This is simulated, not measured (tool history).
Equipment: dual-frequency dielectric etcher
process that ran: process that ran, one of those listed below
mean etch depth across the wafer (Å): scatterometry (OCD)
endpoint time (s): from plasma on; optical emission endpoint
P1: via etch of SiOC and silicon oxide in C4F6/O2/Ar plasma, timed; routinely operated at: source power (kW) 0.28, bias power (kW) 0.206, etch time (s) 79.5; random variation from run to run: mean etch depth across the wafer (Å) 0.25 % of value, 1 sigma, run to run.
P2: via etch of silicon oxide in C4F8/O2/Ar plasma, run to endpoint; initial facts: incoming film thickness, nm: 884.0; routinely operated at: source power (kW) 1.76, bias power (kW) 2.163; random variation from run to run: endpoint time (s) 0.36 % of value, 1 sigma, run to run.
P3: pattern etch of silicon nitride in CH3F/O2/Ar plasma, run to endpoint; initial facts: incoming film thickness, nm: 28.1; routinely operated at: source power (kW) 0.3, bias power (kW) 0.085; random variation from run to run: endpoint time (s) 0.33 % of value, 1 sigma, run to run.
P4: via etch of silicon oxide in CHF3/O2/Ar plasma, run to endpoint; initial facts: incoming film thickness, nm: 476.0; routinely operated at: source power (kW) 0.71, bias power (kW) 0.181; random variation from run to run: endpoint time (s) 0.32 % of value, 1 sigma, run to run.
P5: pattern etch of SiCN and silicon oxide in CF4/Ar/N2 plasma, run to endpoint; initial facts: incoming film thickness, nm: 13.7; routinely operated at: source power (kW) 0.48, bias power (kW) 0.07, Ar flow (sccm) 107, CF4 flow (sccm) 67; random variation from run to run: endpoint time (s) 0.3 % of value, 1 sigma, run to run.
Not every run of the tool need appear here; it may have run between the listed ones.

run	hour	process that ran	source power (kW)	bias power (kW)	etch time (s)	Ar flow (sccm)	CF4 flow (sccm)	hours since the last wet clean	hours since the last source power generator calibration	hours since the last bias power generator calibration	mean etch depth across the wafer (Å)	endpoint time (s)
1	11.8	P1	0.28	0.206	79.5			168.5	581.7	343.1	844.63	
2	17.7	P1	0.28	0.286	79.5			174.4	587.6	349	942.68	
3	27.6	P1	0.28	0.206	105.5			184.3	597.5	358.9	1113	
4	35.7	P1	0.23	0.166	79.5			192.4	605.6	367	728.71	
5	42.1	P1	0.28	0.144	79.5			198.8	612	373.4	750.52	
6	52.9	P1	0.28	0.206	79.5			209.6	622.8	384.2	839.95	
7	59.6	P5	0.48	0.07		107	92	216.3	629.5	390.9		15.169
8	66.9	P3	0.3	0.085				223.6	636.8	398.2		41.53
9	78.5	P5	0.48	0.043		107	67	235.2	648.4	409.8		18.489
10	87.9	P2	1.76	2.163				244.6	657.8	419.2		177.6
11	99.5	P1	0.28	0.206	79.5			256.2	669.4	430.8	845.48	
12	105.2	P5	0.48	0.07		107	67	261.9	675.1	436.5		15.921
13	114.9	P1	0.36	0.206	79.5			271.6	684.8	446.2	923.52	
14	124	P1	0.21	0.206	79.5			280.7	693.9	455.3	754.23	
15	132.4	P2	1.76	2.163				289.1	702.3	463.7		176.88
16	138.5	P4	0.71	0.181				295.2	708.4	469.8		225.9
17	144.4	P3	0.3	0.106				301.1	714.3	475.7		38.197
18	154.9	P1	0.28	0.206	79.5			311.6	724.8	486.2	843.62	
19	164.6	P5	0.35	0.07		107	67	321.3	734.5	495.9		21.051
20	174.5	P3	0.43	0.085				331.2	744.4	505.8		36.585
21	186.1	P1	0.28	0.206	43.5			342.8	756	517.4	463.15	
22	196.4	P4	0.71	0.239				353.1	766.3	527.7		204.85
23	203.8	P2	1.76	1.71				360.5	773.7	535.1		188.86
24	215.7	P1	0.17	0.206	103			372.4	785.6	547	904.79	
25	225.3	P4	0.71	0.181				382	795.2	556.6		226.84
26	232	P4	0.44	0.181				388.7	801.9	563.3		270.12
27	240.8	P2	1.16	2.163				397.5	810.7	572.1		209.93
28	248	P5	0.48	0.07		107	67	404.7	817.9	579.3		15.888
29	254.9	P5	0.48	0.07		146	67	411.6	824.8	586.2		16.668
30	262.3	P1	0.28	0.206	79.5			419	832.2	593.6	842.53	
31	273.1	P1	0.28	0.206	79.5			429.8	843	604.4	835.31	
# hour 283.8: wet clean of the chamber
32	284	P1	0.28	0.206	79.5			0.2	853.9	615.3	830.89	
33	289.9	P1	0.28	0.206	79.5			6.1	859.8	621.2	830.1	
34	299	P1	0.28	0.206	79.5			15.2	868.9	630.3	829.49	
35	305.4	P1	0.28	0.206	79.5			21.6	875.3	636.7	831.53	

Run 36, settings as shown, results not yet in. Your forecast:
36	311.7	P1	0.28	0.206	79.5			27.9	881.6	643	?	

For run 36 the tool returned mean etch depth across the wafer (Å) 830.08.
